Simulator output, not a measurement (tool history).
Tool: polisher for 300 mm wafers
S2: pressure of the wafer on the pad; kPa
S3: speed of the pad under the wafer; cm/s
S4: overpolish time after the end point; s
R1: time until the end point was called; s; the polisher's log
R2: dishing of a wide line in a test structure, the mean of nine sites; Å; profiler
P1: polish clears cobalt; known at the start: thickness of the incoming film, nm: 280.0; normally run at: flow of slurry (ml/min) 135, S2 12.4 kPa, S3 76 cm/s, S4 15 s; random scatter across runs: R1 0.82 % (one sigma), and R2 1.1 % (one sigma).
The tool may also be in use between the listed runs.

{"run": 1, "hour": 10.6, "flow of slurry (ml/min)": 135, "S2": 12.4, "S3": 76, "S4": 15, "R1": 95.914, "R2": 332.72}
{"run": 2, "hour": 26.0, "flow of slurry (ml/min)": 135, "S2": 12.4, "S3": 76, "S4": 4, "R1": 96.59, "R2": 105.09}
{"run": 3, "hour": 39.1, "flow of slurry (ml/min)": 135, "S2": 12.4, "S3": 76, "S4": 15, "R1": 97.057, "R2": 329.43}
{"run": 4, "hour": 54.7, "flow of slurry (ml/min)": 135, "S2": 12.4, "S3": 34, "S4": 15, "R1": 215.61, "R2": 171.89}
{"run": 5, "hour": 63.4, "flow of slurry (ml/min)": 135, "S2": 6.2, "S3": 76, "S4": 9, "R1": 194.49, "R2": 118.13}
{"run": 6, "hour": 76.6, "flow of slurry (ml/min)": 135, "S2": 12.4, "S3": 76, "S4": 15, "R1": 94.202, "R2": 334.75}
{"run": 7, "hour": 86.1, "flow of slurry (ml/min)": 135, "S2": 12.4, "S3": 76, "S4": 15, "R1": 97.194, "R2": 331.12}
{"hour": 98.3, "done": "slurry nozzle cleaned"}
{"run": 8, "hour": 102.3, "flow of slurry (ml/min)": 135, "S2": 12.4, "S3": 76, "S4": 27, "R1": 96.742, "R2": 482.48}
{"run": 9, "hour": 109.5, "flow of slurry (ml/min)": 205, "S2": 12.4, "S3": 76, "S4": 15, "R1": 89.754, "R2": 338.34}
{"run": 10, "hour": 123.9, "flow of slurry (ml/min)": 135, "S2": 12.4, "S3": 76, "S4": 15, "R1": 97.774, "R2": 330.55}
{"run": 11, "hour": 132.1, "flow of slurry (ml/min)": 135, "S2": 17.2, "S3": 50, "S4": 15, "R1": 105.55, "R2": 305.08}
{"run": 12, "hour": 139.4, "flow of slurry (ml/min)": 135, "S2": 12.4, "S3": 114, "S4": 15, "R1": 63.633, "R2": 421.42}
{"run": 13, "hour": 147.3, "flow of slurry (ml/min)": 135, "S2": 5.5, "S3": 76, "S4": 15, "R1": 217.76, "R2": 172.33}
{"run": 14, "hour": 161.2, "flow of slurry (ml/min)": 135, "S2": 12.4, "S3": 76, "S4": 15, "R1": 96.271, "R2": 334.55}
{"run": 15, "hour": 168.9, "flow of slurry (ml/min)": 90, "S2": 12.4, "S3": 76, "S4": 15, "R1": 105.5, "R2": 301.56}
{"run": 16, "hour": 180.7, "flow of slurry (ml/min)": 135, "S2": 17.2, "S3": 76, "S4": 15, "R1": 69.132, "R2": 408.4}
{"run": 17, "hour": 187.9, "flow of slurry (ml/min)": 135, "S2": 12.4, "S3": 76, "S4": 15, "R1": 96.198, "R2": 332.58}
{"run": 18, "hour": 199.8, "flow of slurry (ml/min)": 135, "S2": 12.4, "S3": 40, "S4": 23, "R1": 181.59, "R2": 279.1}
{"run": 19, "hour": 211.1, "flow of slurry (ml/min)": 135, "S2": 12.4, "S3": 76, "S4": 15, "R1": 96.2, "R2": 326.99}
{"run": 20, "hour": 218.5, "flow of slurry (ml/min)": 135, "S2": 12.4, "S3": 76, "S4": 15, "R1": 99.1, "R2": 321.72}
{"run": 21, "hour": 233.8, "flow of slurry (ml/min)": 135, "S2": 12.4, "S3": 76, "S4": 15, "R1": 105.99, "R2": 304.61}
{"hour": 246.3, "done": "head pressure recalibrated"}
{"run": 22, "hour": 248.8, "flow of slurry (ml/min)": 135, "S2": 12.4, "S3": 76, "S4": 15, "R1": 106.59, "R2": 305.86}
{"run": 23, "hour": 257.6, "flow of slurry (ml/min)": 135, "S2": 12.4, "S3": 76, "S4": 15, "R1": 108.55, "R2": 304.92}
{"run": 24, "hour": 264.9, "flow of slurry (ml/min)": 135, "S2": 12.4, "S3": 76, "S4": 15, "R1": 107.55, "R2": 300.16}
{"run": 25, "hour": 272.3, "flow of slurry (ml/min)": 135, "S2": 12.4, "S3": 76, "S4": 15, "R1": 108.57, "R2": 300.63}
{"run": 26, "hour": 281.8, "flow of slurry (ml/min)": 135, "S2": 12.4, "S3": 76, "S4": 15, "R1": 108.69, "R2": 302.93}

P1 has crept away from where it was. The log is fitted equally well by each of these 2 causes, at the sizes shown:
A: slurry flow missing at the pad, % = 39.4
B: removal rate lost through wear of the pad, % = 11.3
The drift started at roughly hour 211.1.
Every other cause this tool's parts could produce, and why it does not fit the log:
head's pressure below its setpoint, %: maintenance at hour 246.3, after the shift began, did not return the process to its former output

The list below offers 4 check runs, each averaging the results of 5 wafers, and shows each result as a question mark. For which of them would the listed causes give clearly different results?
{"run": "check 1", "hour": 291.3, "flow of slurry (ml/min)": 135, "S2": 12.4, "S3": 108, "S4": 4, "R1": "?", "R2": "?"}
{"run": "check 2", "hour": 291.3, "flow of slurry (ml/min)": 135, "S2": 6.2, "S3": 46, "S4": 15, "R1": "?", "R2": "?"}
{"run": "check 3", "hour": 291.3, "flow of slurry (ml/min)": 135, "S2": 12.4, "S3": 36, "S4": 15, "R1": "?", "R2": "?"}
{"run": "check 4", "hour": 291.3, "flow of slurry (ml/min)": 180, "S2": 16.5, "S3": 76, "S4": 15, "R1": "?", "R2": "?"}

What every check run would give for each of its results, assuming each possible cause in turn:
check=check_1 result=R1 if_A=76.454 if_B=76.445
check=check_1 result=R2 if_A=132.55 if_B=132.57
check=check_2 result=R1 if_A=359 if_B=358.96
check=check_2 result=R2 if_A=108.47 if_B=108.48
check=check_3 result=R1 if_A=229.36 if_B=229.33
check=check_3 result=R2 if_A=162.34 if_B=162.36
check=check_4 result=R1 if_A=75.568 if_B=77.656
check=check_4 result=R2 if_A=388.07 if_B=381.05
Minimum pairwise separation of causes per check, each pair taken at its best-separating result: check 1 0.01 %; check 2 0.01 %; check 3 0.01 %; check 4 2.73 %
The other checks would show nearly matching results whichever cause is true, so check 4 is the only one that separates the causes.

Then check 4 was run and gave: R1 77.453 s; R2 378.12 Å. Which cause is it?

It is B: removal rate lost through wear of the pad, %.
